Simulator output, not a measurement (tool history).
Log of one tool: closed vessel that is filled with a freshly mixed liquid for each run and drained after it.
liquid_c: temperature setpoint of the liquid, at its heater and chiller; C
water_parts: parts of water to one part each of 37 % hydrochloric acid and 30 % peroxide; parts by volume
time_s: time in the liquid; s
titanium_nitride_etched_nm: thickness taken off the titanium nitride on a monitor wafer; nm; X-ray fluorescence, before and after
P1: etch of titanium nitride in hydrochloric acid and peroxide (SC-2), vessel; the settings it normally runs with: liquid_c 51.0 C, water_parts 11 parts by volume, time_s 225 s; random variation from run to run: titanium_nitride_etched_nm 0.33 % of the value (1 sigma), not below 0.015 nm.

run   hour  liquid_c  water_parts  time_s  titanium_nitride_etched_nm
  1    7.1      51.0           11     225                     6.01510
       9.7  -- new drum of peroxide connected
  2   14.5      51.0           20     225                     3.53630
  3   22.4      51.0           11      30                     0.82389
  4   29.1      57.5           11      55                     2.25370
  5   34.4      51.0           11     225                     5.97180
  6   40.4      51.0            4     225                    13.00000
  7   49.2      51.0           11     225                     5.99480
  8   54.5      51.0           11     440                    11.66200
  9   58.5      40.5           11     225                     2.90410
 10   62.7      51.0           11     225                     5.99820
 11   67.6      63.5           11      80                     4.72570
 12   75.2      65.0           11     225                    14.51200
 13   84.2      51.0           11     225                     5.97290
 14   91.1      51.0           11     225                     6.15850
 15  100.2      51.0           11     225                     6.25280
 16  106.2      51.0           11     225                     6.33300
 17  111.1      51.0           11     225                     6.42990
 18  115.2      51.0           11     225                     6.41200
 19  120.8      51.0           11     225                     6.39680

What does the tool deliver on the next run?
 20  125.3      51.0           11     225                           ?

titanium_nitride_etched_nm: 6.42090 nm
